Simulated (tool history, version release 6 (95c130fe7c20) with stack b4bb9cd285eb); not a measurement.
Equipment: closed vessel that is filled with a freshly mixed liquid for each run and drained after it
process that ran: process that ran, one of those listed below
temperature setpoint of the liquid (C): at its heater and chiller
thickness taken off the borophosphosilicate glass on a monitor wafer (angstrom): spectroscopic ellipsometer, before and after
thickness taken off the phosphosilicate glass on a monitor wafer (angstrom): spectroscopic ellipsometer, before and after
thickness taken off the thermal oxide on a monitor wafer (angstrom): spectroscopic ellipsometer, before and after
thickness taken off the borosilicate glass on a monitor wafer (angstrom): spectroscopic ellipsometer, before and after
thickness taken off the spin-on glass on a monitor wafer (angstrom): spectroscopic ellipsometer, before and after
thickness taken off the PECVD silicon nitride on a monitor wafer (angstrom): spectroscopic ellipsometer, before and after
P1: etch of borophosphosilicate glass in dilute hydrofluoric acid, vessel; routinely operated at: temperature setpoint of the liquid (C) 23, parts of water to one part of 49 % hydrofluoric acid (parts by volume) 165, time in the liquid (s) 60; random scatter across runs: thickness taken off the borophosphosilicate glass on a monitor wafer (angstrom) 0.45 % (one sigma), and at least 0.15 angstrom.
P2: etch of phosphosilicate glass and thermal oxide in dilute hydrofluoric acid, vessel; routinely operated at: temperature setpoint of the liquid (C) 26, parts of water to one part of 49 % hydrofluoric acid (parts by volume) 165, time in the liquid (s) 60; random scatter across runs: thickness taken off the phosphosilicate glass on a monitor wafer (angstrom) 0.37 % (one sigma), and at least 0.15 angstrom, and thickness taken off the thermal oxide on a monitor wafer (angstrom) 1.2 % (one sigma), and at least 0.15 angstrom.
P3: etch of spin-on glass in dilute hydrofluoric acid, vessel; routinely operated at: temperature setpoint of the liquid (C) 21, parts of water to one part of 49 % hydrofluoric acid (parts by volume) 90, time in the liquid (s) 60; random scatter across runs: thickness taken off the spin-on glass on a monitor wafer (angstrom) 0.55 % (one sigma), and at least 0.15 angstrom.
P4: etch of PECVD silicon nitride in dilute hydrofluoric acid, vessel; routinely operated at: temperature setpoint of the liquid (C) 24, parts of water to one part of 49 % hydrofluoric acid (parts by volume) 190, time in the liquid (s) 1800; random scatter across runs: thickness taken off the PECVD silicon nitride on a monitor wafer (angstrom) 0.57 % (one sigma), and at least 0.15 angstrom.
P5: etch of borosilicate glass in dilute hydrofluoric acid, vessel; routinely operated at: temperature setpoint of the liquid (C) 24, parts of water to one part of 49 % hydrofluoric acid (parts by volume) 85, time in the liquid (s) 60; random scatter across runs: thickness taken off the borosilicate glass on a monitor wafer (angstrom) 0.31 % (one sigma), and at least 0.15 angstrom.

run	hour	process that ran	temperature setpoint of the liquid (C)	parts of water to one part of 49 % hydrofluoric acid (parts by volume)	time in the liquid (s)	hours since the thermometer was replaced	hours since the hydrofluoric acid flow meter was replaced	thickness taken off the borophosphosilicate glass on a monitor wafer (angstrom)	thickness taken off the phosphosilicate glass on a monitor wafer (angstrom)	thickness taken off the thermal oxide on a monitor wafer (angstrom)	thickness taken off the borosilicate glass on a monitor wafer (angstrom)	thickness taken off the spin-on glass on a monitor wafer (angstrom)	thickness taken off the PECVD silicon nitride on a monitor wafer (angstrom)
1	7.9	P1	23	165	60	344.3	827.6	199.86					
2	14.2	P2	32.5	165	60	350.6	833.9		490.49	21.112			
3	19.7	P1	23	85	60	356.1	839.4	426.45					
4	29.2	P5	24	85	30	365.6	848.9				119.52		
5	38.5	P3	21	90	30	374.9	858.2					123.73	
6	43.5	P4	24	190	1800	379.9	863.2						378.24
7	54.2	P1	23	165	60	390.6	873.9	201.53					
8	59.7	P1	27	165	60	396.1	879.4	229.46					
9	68	P1	23	165	60	404.4	887.7	199.96					
10	79.1	P1	23	165	60	415.5	898.8	200.44					
11	86.9	P3	17	90	60	423.3	906.6					209.58	
12	97.7	P1	23	230	60	434.1	917.4	132.7					
13	104.2	P4	24	190	1800	440.6	923.9						379.67
14	114.2	P4	24	190	195	450.6	933.9						41.053
15	124	P1	23	110	85	460.4	943.7	450.84					
16	133.4	P3	21	90	60	469.8	953.1					246.32	
17	144.1	P2	26	165	60	480.5	963.8		386.54	16.587			
18	150.2	P5	17	85	60	486.6	969.9				178.45		
19	159.5	P5	24	145	60	495.9	979.2				130.41		
20	164.7	P1	23	165	60	501.1	984.4	199.8					
21	175.4	P4	28	190	1800	511.8	995.1						482.86
22	186.7	P2	26	280	60	523.1	1006.4		200.64	8.8545			

Run 23, settings as shown, results not yet in. Your forecast:
23	193	P1	23	165	30	529.4	1012.7	?					

Run 23 yielded thickness taken off the borophosphosilicate glass on a monitor wafer (angstrom) 100.7.
